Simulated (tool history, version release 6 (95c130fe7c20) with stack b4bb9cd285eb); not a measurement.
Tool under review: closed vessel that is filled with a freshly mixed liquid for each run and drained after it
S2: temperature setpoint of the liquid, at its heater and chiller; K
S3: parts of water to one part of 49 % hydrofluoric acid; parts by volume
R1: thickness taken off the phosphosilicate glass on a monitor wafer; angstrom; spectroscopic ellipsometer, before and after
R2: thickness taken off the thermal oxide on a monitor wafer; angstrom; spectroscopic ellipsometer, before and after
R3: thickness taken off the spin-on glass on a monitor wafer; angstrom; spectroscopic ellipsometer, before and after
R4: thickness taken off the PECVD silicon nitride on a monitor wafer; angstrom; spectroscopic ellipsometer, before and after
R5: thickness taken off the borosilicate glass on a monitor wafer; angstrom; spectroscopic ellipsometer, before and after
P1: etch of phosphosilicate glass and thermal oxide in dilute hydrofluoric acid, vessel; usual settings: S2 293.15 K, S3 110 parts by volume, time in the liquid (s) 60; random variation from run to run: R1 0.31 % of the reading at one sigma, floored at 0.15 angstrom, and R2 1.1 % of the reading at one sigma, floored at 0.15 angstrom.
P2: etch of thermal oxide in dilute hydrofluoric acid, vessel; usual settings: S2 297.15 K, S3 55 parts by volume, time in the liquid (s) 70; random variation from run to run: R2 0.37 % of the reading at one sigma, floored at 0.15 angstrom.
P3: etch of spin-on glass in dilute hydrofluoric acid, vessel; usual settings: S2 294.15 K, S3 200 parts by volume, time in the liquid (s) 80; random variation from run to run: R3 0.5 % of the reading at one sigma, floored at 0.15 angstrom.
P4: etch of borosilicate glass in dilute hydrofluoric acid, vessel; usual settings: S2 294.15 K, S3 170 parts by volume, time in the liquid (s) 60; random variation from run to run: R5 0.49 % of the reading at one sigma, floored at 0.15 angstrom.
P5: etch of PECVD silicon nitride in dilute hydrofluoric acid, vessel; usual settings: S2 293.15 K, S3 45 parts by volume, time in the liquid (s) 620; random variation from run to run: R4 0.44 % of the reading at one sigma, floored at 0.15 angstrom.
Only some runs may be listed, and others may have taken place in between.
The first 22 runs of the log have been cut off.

Run 23, hour 110.6: process that ran P1, S2 297.15 K, S3 110 parts by volume, time in the liquid (s) 60. Result: R1 1080.9 angstrom, R2 26.283 angstrom.
Run 24, hour 115.5: process that ran P3, S2 294.15 K, S3 200 parts by volume, time in the liquid (s) 160. Result: R3 431.54 angstrom.
Run 25, hour 120.4: process that ran P2, S2 301.65 K, S3 55 parts by volume, time in the liquid (s) 70. Result: R2 73.875 angstrom.
Run 26, hour 125.9: process that ran P5, S2 293.15 K, S3 45 parts by volume, time in the liquid (s) 620. Result: R4 515.26 angstrom.
Run 27, hour 130.7: process that ran P1, S2 293.15 K, S3 110 parts by volume, time in the liquid (s) 60. Result: R1 931.69 angstrom, R2 22.588 angstrom.
Run 28, hour 136.6: process that ran P1, S2 293.15 K, S3 110 parts by volume, time in the liquid (s) 60. Result: R1 921.61 angstrom, R2 22.291 angstrom.
Run 29, hour 141.2: process that ran P1, S2 293.15 K, S3 110 parts by volume, time in the liquid (s) 85. Result: R1 1312.7 angstrom, R2 31.455 angstrom.
Run 30, hour 147.7: process that ran P4, S2 294.15 K, S3 170 parts by volume, time in the liquid (s) 60. Result: R5 109.61 angstrom.
Run 31, hour 151.4: process that ran P5, S2 293.15 K, S3 45 parts by volume, time in the liquid (s) 85. Result: R4 70.681 angstrom.
Run 32, hour 157.4: process that ran P1, S2 293.15 K, S3 30 parts by volume, time in the liquid (s) 110. Result: R1 6849.7 angstrom, R2 165.16 angstrom.
Run 33, hour 160.3: process that ran P2, S2 297.15 K, S3 55 parts by volume, time in the liquid (s) 70. Result: R2 61.757 angstrom.
Run 34, hour 163.9: process that ran P2, S2 297.15 K, S3 30 parts by volume, time in the liquid (s) 70. Result: R2 116.09 angstrom.
Run 35, hour 168.4: process that ran P1, S2 293.15 K, S3 110 parts by volume, time in the liquid (s) 60. Result: R1 924.97 angstrom, R2 22.252 angstrom.
Run 36, hour 173.2: process that ran P1, S2 293.15 K, S3 110 parts by volume, time in the liquid (s) 60. Result: R1 926.5 angstrom, R2 22.661 angstrom.
Run 37, hour 178.8: process that ran P1, S2 293.15 K, S3 110 parts by volume, time in the liquid (s) 60. Result: R1 903.28 angstrom, R2 22.198 angstrom.
Run 38, hour 181.8: process that ran P1, S2 293.15 K, S3 110 parts by volume, time in the liquid (s) 60. Result: R1 895.86 angstrom, R2 21.625 angstrom.
Run 39, hour 186.8: process that ran P1, S2 293.15 K, S3 110 parts by volume, time in the liquid (s) 60. Result: R1 892.65 angstrom, R2 21.263 angstrom.

Expected results for the next run?
Run 40, hour 191.6: process that ran P1, S2 293.15 K, S3 110 parts by volume, time in the liquid (s) 60. Result: R1 ?, R2 ?.

Run 40 yielded R1 883.93 angstrom, R2 21.305 angstrom.

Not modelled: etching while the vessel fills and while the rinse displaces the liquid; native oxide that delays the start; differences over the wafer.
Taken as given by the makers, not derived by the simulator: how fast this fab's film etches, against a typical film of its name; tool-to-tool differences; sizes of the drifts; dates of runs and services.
